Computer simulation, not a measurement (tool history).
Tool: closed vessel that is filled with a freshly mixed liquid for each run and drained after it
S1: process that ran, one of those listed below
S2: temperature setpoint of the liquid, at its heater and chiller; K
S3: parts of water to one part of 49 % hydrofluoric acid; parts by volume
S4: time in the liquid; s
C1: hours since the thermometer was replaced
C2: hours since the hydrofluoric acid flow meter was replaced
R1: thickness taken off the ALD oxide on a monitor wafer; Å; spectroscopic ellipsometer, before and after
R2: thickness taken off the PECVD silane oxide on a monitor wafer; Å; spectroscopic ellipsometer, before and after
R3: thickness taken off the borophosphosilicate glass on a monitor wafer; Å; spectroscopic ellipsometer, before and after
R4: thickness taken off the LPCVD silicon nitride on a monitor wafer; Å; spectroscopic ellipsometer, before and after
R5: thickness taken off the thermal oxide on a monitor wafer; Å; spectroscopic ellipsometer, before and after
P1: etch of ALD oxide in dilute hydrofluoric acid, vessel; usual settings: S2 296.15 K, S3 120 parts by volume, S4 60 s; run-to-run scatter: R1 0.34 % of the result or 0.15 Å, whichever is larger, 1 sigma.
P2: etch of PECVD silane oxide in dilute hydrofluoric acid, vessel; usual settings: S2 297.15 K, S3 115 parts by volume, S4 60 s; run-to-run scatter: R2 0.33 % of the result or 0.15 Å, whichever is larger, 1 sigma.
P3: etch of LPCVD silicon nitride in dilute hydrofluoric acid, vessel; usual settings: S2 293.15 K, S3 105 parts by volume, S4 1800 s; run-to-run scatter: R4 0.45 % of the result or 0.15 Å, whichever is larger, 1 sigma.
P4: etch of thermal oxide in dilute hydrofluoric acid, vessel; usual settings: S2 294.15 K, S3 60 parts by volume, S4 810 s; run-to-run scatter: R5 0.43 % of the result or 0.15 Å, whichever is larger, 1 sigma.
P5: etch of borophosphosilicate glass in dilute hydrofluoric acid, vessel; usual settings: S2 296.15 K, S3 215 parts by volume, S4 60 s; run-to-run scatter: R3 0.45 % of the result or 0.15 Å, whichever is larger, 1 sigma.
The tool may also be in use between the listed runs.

run,hour,S1,S2,S3,S4,C1,C2,R1,R2,R3,R4,R5
1,3,P1,296.15,120,60,161.9,968.5,142.79,,,,
2,6.2,P1,296.15,120,60,165.1,971.7,142.3,,,,
3,9.7,P2,297.15,115,60,168.6,975.2,,101.3,,,
4,13.3,P1,296.15,120,60,172.2,978.8,142,,,,
5,16.6,P1,296.15,120,60,175.5,982.1,141.87,,,,
6,19.5,P5,296.15,215,60,178.4,985,,,136.14,,
7,21.8,P3,297.65,105,1800,180.7,987.3,,,,89.564,
8,24.8,P1,290.15,120,60,183.7,990.3,112.14,,,,
9,28.6,P1,296.15,200,60,187.5,994.1,78.108,,,,
10,32.2,P4,294.15,60,810,191.1,997.7,,,,,603.31
11,35.2,P1,296.15,30,60,194.1,1000.7,637.04,,,,
12,37.4,P5,296.15,215,60,196.3,1002.9,,,137.09,,
13,41.4,P3,293.15,105,235,200.3,1006.9,,,,8.4374,
14,45.6,P3,293.15,60,1800,204.5,1011.1,,,,114.58,
15,50,P2,297.15,175,60,208.9,1015.5,,62.086,,,
16,52.8,P5,300.15,215,60,211.7,1018.3,,,157.57,,
17,57.2,P1,296.15,180,30,216.1,1022.7,44.635,,,,
18,61.6,P2,293.15,115,60,220.5,1027.1,,85.954,,,
19,64.9,P1,296.15,120,110,223.8,1030.4,260.73,,,,
20,67.1,P1,296.15,120,60,226,1032.6,142.14,,,,
21,69.9,P1,290.15,120,115,228.8,1035.4,213.11,,,,
22,73.8,P1,296.15,120,60,232.7,1039.3,142.65,,,,
23,77.8,P4,294.15,60,1260,236.7,1043.3,,,,,933.57
24,80.6,P1,304.15,120,60,239.5,1046.1,193.59,,,,
25,84.3,P3,293.15,105,1800,243.2,1049.8,,,,67.127,
26,86.8,P3,293.15,105,1800,245.7,1052.3,,,,66.584,
27,89.4,P4,294.15,100,810,248.3,1054.9,,,,,342.8
28,92.3,P2,297.15,115,105,251.2,1057.8,,176.77,,,
29,95.6,P1,296.15,120,60,254.5,1061.1,142.34,,,,
30,99.2,P5,296.15,125,60,258.1,1064.7,,,257.23,,
31,101.9,P1,303.65,120,30,260.8,1067.4,94.627,,,,
32,105,P5,296.15,215,105,263.9,1070.5,,,238.32,,
33,107.2,P1,296.15,120,30,266.1,1072.7,71.28,,,,
34,110.1,P4,299.15,60,810,269,1075.6,,,,,737.18
35,112.9,P1,296.15,120,60,271.8,1078.4,143.13,,,,
36,116.4,P1,296.15,120,60,275.3,1081.9,150.1,,,,
37,118.6,P1,296.15,120,60,277.5,1084.1,152.22,,,,
38,121.6,P1,296.15,120,60,280.5,1087.1,153.13,,,,
39,124.9,P1,296.15,120,60,283.8,1090.4,153.94,,,,
40,127.9,P1,296.15,120,60,286.8,1093.4,153.8,,,,
41,130.1,P1,296.15,120,60,289,1095.6,154.53,,,,

What P1 gives has crept away from where it was. These 2 causes fit the log equally well, each at the size given:
A: hydrofluoric acid flow above the setpoint (%) = 7.46
B: liquid hotter than its thermometer reads (K) = 2.1
The creep began at about hour 112.9.

4 check runs are offered, one wafer each, their results left as question marks. Which one tells the causes apart?
check 1,132.3,P4,294.15,60,810,,,,,,,?
check 2,132.3,P5,296.15,215,60,,,,,?,,
check 3,132.3,P2,297.15,115,60,,,,?,,,
check 4,132.3,P3,293.15,105,1800,,,,,,?,

What each check would give under each cause:
check,result,if A,if B
check 1,R5,645.9,652.4
check 2,R3,149.08,147.49
check 3,R2,109.63,109.62
check 4,R4,71.602,76.889
How far apart the two closest causes lie, in the result that separates them most: check 1 1 %; check 2 1.07 %; check 3 0.01 %; check 4 7.12 %
Only check 4 tells the causes apart: in the others they would give nearly the same result.

Check 4 was then run and gave: R4 71.826 Å. Which cause is it?

It is A: hydrofluoric acid flow above the setpoint (%).
